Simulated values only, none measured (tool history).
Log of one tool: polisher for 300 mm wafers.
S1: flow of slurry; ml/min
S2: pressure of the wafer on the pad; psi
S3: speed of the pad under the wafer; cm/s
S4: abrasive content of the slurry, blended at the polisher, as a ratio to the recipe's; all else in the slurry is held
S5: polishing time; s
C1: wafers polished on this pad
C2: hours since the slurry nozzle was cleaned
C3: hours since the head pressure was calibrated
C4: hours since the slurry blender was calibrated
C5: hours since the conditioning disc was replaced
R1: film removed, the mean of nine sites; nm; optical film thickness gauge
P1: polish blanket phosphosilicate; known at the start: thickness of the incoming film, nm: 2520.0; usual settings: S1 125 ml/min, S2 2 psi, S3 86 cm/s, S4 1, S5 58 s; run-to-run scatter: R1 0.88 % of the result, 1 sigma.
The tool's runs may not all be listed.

run    day   S1   S2   S3    S4  S5   C1     C2     C3     C4     C5      R1
  1  0.221  125    2   86     1  58  213  353.5  237.3   63.2   80.4   317.5
  2  0.471  125  1.3   86     1  58  261  359.5  243.3   69.2   86.4  207.05
  3  0.812  125    2   58     1  58  327  367.7  251.5   77.4   94.6  232.12
  4  1.146  125    2   86     1  58  391  375.7  259.5   85.4  102.6  313.26
     1.233  -- worn pad replaced by a new one
  5  1.496  125    2   86     1  58   51  384.1  267.9   93.8    111  316.07
  6  1.738  125    2   86   0.6  58   97  389.9  273.7   99.6  116.8  243.81
  7  1.967  125    2   86     1  32  141  395.4  279.2  105.1  122.3  172.62
  8  2.188  125    2   86     1  91  184  400.7  284.5  110.4  127.6  494.07
  9  2.408  160    2   86     1  58  227    406  289.8  115.7  132.9  329.39
 10  2.692   85    2   86   1.3  58  281  412.8  296.6  122.5  139.7  318.51
 11  2.971  125    2   86  1.35  58  335  419.5  303.3  129.2  146.4  360.31
 12  3.138  125    2   86     1  58  367  423.5  307.3  133.2  150.4  315.87
 13  3.379  125    2   86     1  58  413  429.3  313.1    139  156.2  315.58
 14    3.6  125    2  122     1  58  456  434.6  318.4  144.3  161.5  417.14
 15  3.912  125  2.6   86     1  58  516  442.1  325.9  151.8    169  412.15
 16  4.162  125    2   86     1  58  564  448.1  331.9  157.8    175  318.09
 17  4.446   80    2   86     1  58  619  454.9  338.7  164.6  181.8  283.39
 18    4.7  125    2   86     1  58  668    461  344.8  170.7  187.9   317.2
 19  4.858  125    2   86     1  58  698  464.8  348.6  174.5  191.7  309.69
 20  5.096  125    2   86     1  58  744  470.5  354.3  180.2  197.4   304.3
 21  5.321  125    2   86     1  58  787  475.9  359.7  185.6  202.8  302.27
 22  5.617  125    2   86     1  58  844    483  366.8  192.7  209.9  295.86
 23  5.858  125    2   86     1  58  891  488.8  372.6  198.5  215.7  290.51
     6.029  -- worn pad replaced by a new one
 24  6.029  125    2   86     1  58    0  492.9  376.7  202.6  219.8  289.77
 25  6.267  125    2   86     1  58   46  498.6  382.4  208.3  225.5  286.88
     6.454  -- conditioning disc replaced and pad reconditioned
 26  6.462  125    2   86     1  58   84  503.3  387.1    213    0.3  287.65
     6.658  -- slurry blender recalibrated
 27  6.658  125    2   86     1  58  121    508  391.8    0.1      5  288.07
 28      7  125    2   86     1  58  187  516.2    400    8.3   13.2  291.26
 29  7.338  125    2   86     1  58  252  524.3  408.1   16.4   21.3  288.06

What P1 gives has crept away from where it was. These 2 causes fit the log equally well, each at the size given:
A: head's pressure below its setpoint, % = 8.93
B: slurry flow missing at the pad, % = 31.9
The creep began at about day 4.7.
Why every other cause is out:
removal rate lost through wear of the pad, %: serviced at day 6.029, which brought nothing back
abrasive missing from the slurry, %: serviced at day 6.658, which brought nothing back
time polished since the conditioner stopped cutting, s: serviced at day 6.454, which brought nothing back

4 check runs are offered, each on 5 wafers whose results are averaged, their results left as question marks. Which one tells the causes apart?
check 1  7.675  125   2  110  0.75  58                       ?
check 2  7.675  125   2   86   0.6  40                       ?
check 3  7.675  125   2   86  1.25  58                       ?
check 4  7.675   90   2   86  0.65  58                       ?

What each check would give under each cause:
  check  result    if A    if B
check 1      R1  304.72  304.78
check 2      R1  152.52  152.55
check 3      R1  316.99  317.05
check 4      R1  214.19  207.76
How far apart the two closest causes lie, in the result that separates them most: check 1 0.02 %; check 2 0.02 %; check 3 0.02 %; check 4 3.05 %
Check 4 tells the causes apart: in the others they would give nearly the same result.

Then check 4 was run and gave: R1 213.25 nm. Which cause is it?

It is A: head's pressure below its setpoint, %.

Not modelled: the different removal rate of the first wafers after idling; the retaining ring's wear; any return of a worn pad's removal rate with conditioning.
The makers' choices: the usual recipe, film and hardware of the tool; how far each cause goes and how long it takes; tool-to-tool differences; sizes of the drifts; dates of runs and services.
